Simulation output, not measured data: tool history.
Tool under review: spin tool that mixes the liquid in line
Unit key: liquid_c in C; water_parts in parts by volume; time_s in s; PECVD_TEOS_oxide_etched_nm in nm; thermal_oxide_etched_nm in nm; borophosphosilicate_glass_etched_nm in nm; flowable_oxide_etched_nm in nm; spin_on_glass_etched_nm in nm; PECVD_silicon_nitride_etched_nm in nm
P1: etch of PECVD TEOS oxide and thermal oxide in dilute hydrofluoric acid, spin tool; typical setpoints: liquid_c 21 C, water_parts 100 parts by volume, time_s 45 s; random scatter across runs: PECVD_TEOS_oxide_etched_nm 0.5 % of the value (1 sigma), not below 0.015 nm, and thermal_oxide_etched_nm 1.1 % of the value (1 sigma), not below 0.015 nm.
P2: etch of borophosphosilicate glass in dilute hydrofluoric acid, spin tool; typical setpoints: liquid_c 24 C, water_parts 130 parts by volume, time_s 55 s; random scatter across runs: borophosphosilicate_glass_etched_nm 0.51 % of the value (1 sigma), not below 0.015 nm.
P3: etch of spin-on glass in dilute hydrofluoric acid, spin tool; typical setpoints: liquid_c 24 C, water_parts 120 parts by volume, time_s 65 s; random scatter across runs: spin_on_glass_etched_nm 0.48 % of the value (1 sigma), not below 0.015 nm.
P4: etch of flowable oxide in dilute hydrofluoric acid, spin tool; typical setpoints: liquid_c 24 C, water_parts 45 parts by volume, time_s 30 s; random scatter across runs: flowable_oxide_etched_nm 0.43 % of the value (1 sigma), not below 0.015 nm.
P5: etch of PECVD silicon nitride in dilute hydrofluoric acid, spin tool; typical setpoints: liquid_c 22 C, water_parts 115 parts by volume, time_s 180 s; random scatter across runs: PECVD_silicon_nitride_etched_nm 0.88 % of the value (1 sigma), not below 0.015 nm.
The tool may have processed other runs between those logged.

run  hour  process  liquid_c  water_parts  time_s  hours since the thermometer was replaced  hours since the hydrofluoric acid flow meter was replaced  PECVD_TEOS_oxide_etched_nm  thermal_oxide_etched_nm  borophosphosilicate_glass_etched_nm  flowable_oxide_etched_nm  spin_on_glass_etched_nm  PECVD_silicon_nitride_etched_nm
  1   5.3       P1        21          100      45                                     263.4                                                      644.3                      5.2603                   1.8441
  2   8.9       P2        24          235      55                                       267                                                      647.9                                                                                     13.47
  3  12.5       P1        29          100      45                                     270.6                                                      651.5                      7.2851                   2.5706
  4  15.4       P4      20.5           45      30                                     273.5                                                      654.4                                                                                                              19.307
  5  20.5       P1        21          100      45                                     278.6                                                      659.5                       5.333                   1.9058
  6  23.8       P2        17          130      55                                     281.9                                                      662.8                                                                                    20.654
  7  26.3       P3        24          120     100                                     284.4                                                      665.3                                                                                                                                       24.647
  8  28.9       P1        21           35      45                                       287                                                      667.9                      16.341                   5.8344
  9  32.6       P3        24          120      65                                     290.7                                                      671.6                                                                                                                                       16.015
 10    38       P4        24           20      30                                     296.1                                                        677                                                                                                              52.569
 11  42.2       P1        21          160      45                                     300.3                                                      681.2                      3.1002                   1.0759
 12  45.7       P1        21          100      45                                     303.8                                                      684.7                      5.2854                   1.8827
 13  48.7       P4        24           45      45                                     306.8                                                      687.7                                                                                                              33.444
 14  51.4       P3        24           40      65                                     309.5                                                      690.4                                                                                                                                       53.714
 15  55.6       P5        22          115     180                                     313.7                                                      694.6                                                                                                                                                                        3.0299
 16  59.8       P2        24          130      90                                     317.9                                                      698.8                                                                                    44.781
 17  62.5       P2        24          130      55                                     320.6                                                      701.5                                                                                    27.281
 18    67       P1        21          100      80                                     325.1                                                        706                      9.4282                   3.2996
 19  70.4       P1        21          100      45                                     328.5                                                      709.4                      5.3174                   1.8231
 20  73.7       P5        22           45     180                                     331.8                                                      712.7                                                                                                                                                                        7.7924
 21  76.2       P1        21          100      45                                     334.3                                                      715.2                      5.2747                    1.921

For run 22, what comes out?
 22  79.3       P1        21          100      45                                     337.4                                                      718.3                           ?                        ?

PECVD_TEOS_oxide_etched_nm: 5.2995 nm
thermal_oxide_etched_nm: 1.8987 nm
